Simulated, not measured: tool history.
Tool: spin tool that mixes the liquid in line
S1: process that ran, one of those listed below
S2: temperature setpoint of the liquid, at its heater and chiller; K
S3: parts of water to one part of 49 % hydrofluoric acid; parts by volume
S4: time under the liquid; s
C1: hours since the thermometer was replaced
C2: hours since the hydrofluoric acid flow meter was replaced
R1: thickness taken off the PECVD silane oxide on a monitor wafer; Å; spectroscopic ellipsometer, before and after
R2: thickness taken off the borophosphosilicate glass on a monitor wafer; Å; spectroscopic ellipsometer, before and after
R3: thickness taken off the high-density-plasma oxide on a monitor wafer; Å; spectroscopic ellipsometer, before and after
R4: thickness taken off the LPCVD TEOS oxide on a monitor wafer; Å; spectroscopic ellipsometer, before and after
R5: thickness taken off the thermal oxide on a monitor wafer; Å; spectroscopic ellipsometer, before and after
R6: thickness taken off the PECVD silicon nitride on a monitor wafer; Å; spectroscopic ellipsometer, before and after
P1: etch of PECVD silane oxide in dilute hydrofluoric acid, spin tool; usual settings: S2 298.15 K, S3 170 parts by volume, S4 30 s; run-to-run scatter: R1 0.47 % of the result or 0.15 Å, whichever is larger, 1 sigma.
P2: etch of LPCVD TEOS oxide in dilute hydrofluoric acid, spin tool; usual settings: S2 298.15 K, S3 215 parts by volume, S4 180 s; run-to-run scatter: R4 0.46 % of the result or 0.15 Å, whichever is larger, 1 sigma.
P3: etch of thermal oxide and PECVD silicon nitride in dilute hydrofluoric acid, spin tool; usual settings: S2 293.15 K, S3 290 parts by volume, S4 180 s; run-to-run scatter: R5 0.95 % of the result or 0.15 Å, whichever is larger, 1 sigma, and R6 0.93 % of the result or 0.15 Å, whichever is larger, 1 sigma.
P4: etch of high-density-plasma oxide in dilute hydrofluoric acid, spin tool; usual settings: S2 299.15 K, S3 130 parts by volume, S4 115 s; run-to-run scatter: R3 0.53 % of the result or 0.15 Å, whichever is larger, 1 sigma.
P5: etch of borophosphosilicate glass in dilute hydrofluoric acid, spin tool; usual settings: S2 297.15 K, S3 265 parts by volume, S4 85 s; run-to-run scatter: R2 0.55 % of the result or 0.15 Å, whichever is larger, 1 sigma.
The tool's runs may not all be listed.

{"run": 1, "hour": 4.6, "S1": "P1", "S2": 298.15, "S3": 170, "S4": 30, "C1": 202.2, "C2": 907.9, "R1": 49.188}
{"run": 2, "hour": 12.2, "S1": "P1", "S2": 298.15, "S3": 170, "S4": 15, "C1": 209.8, "C2": 915.5, "R1": 24.845}
{"run": 3, "hour": 17.0, "S1": "P1", "S2": 306.15, "S3": 170, "S4": 30, "C1": 214.6, "C2": 920.3, "R1": 65.178}
{"run": 4, "hour": 27.4, "S1": "P5", "S2": 297.15, "S3": 265, "S4": 85, "C1": 225, "C2": 930.7, "R2": 111.32}
{"run": 5, "hour": 34.5, "S1": "P5", "S2": 297.15, "S3": 170, "S4": 85, "C1": 232.1, "C2": 937.8, "R2": 193.3}
{"run": 6, "hour": 41.1, "S1": "P4", "S2": 294.15, "S3": 130, "S4": 115, "C1": 238.7, "C2": 944.4, "R3": 39.459}
{"run": 7, "hour": 47.7, "S1": "P1", "S2": 298.15, "S3": 250, "S4": 30, "C1": 245.3, "C2": 951, "R1": 30.898}
{"run": 8, "hour": 57.4, "S1": "P5", "S2": 303.65, "S3": 265, "S4": 85, "C1": 255, "C2": 960.7, "R2": 140.5}
{"run": 9, "hour": 64.2, "S1": "P4", "S2": 299.15, "S3": 130, "S4": 40, "C1": 261.8, "C2": 967.5, "R3": 16.603}
{"run": 10, "hour": 69.2, "S1": "P2", "S2": 298.15, "S3": 215, "S4": 180, "C1": 266.8, "C2": 972.5, "R4": 438.18}
{"run": 11, "hour": 79.0, "S1": "P1", "S2": 298.15, "S3": 170, "S4": 30, "C1": 276.6, "C2": 982.3, "R1": 49.957}
{"run": 12, "hour": 83.9, "S1": "P1", "S2": 298.15, "S3": 170, "S4": 60, "C1": 281.5, "C2": 987.2, "R1": 99.146}
{"run": 13, "hour": 94.2, "S1": "P4", "S2": 299.15, "S3": 60, "S4": 115, "C1": 291.8, "C2": 997.5, "R3": 112.87}
{"run": 14, "hour": 104.4, "S1": "P2", "S2": 298.15, "S3": 30, "S4": 180, "C1": 302, "C2": 1007.7, "R4": 3962.5}
{"run": 15, "hour": 111.5, "S1": "P1", "S2": 298.15, "S3": 170, "S4": 30, "C1": 309.1, "C2": 1014.8, "R1": 49.676}
{"run": 16, "hour": 119.6, "S1": "P1", "S2": 298.15, "S3": 170, "S4": 30, "C1": 317.2, "C2": 1022.9, "R1": 49.707}
{"run": 17, "hour": 125.6, "S1": "P3", "S2": 293.15, "S3": 85, "S4": 180, "C1": 323.2, "C2": 1028.9, "R5": 89.499, "R6": 71.5}
{"run": 18, "hour": 131.2, "S1": "P5", "S2": 297.15, "S3": 265, "S4": 15, "C1": 328.8, "C2": 1034.5, "R2": 19.679}
{"run": 19, "hour": 141.3, "S1": "P1", "S2": 298.15, "S3": 170, "S4": 30, "C1": 338.9, "C2": 1044.6, "R1": 48.877}
{"run": 20, "hour": 151.0, "S1": "P3", "S2": 299.65, "S3": 290, "S4": 180, "C1": 348.6, "C2": 1054.3, "R5": 27.018, "R6": 32.825}
{"run": 21, "hour": 158.4, "S1": "P2", "S2": 298.15, "S3": 215, "S4": 15, "C1": 356, "C2": 1061.7, "R4": 36.762}
{"run": 22, "hour": 167.2, "S1": "P2", "S2": 291.65, "S3": 215, "S4": 180, "C1": 364.8, "C2": 1070.5, "R4": 344.23}
{"run": 23, "hour": 174.8, "S1": "P3", "S2": 293.15, "S3": 290, "S4": 180, "C1": 372.4, "C2": 1078.1, "R5": 21.571, "R6": 21.788}

Forecast run 24:
{"run": 24, "hour": 184.1, "S1": "P3", "S2": 293.15, "S3": 290, "S4": 265, "C1": 381.7, "C2": 1087.4, "R5": "?", "R6": "?"}

{"run 24": {"R5": 31.531, "R6": 31.437}}

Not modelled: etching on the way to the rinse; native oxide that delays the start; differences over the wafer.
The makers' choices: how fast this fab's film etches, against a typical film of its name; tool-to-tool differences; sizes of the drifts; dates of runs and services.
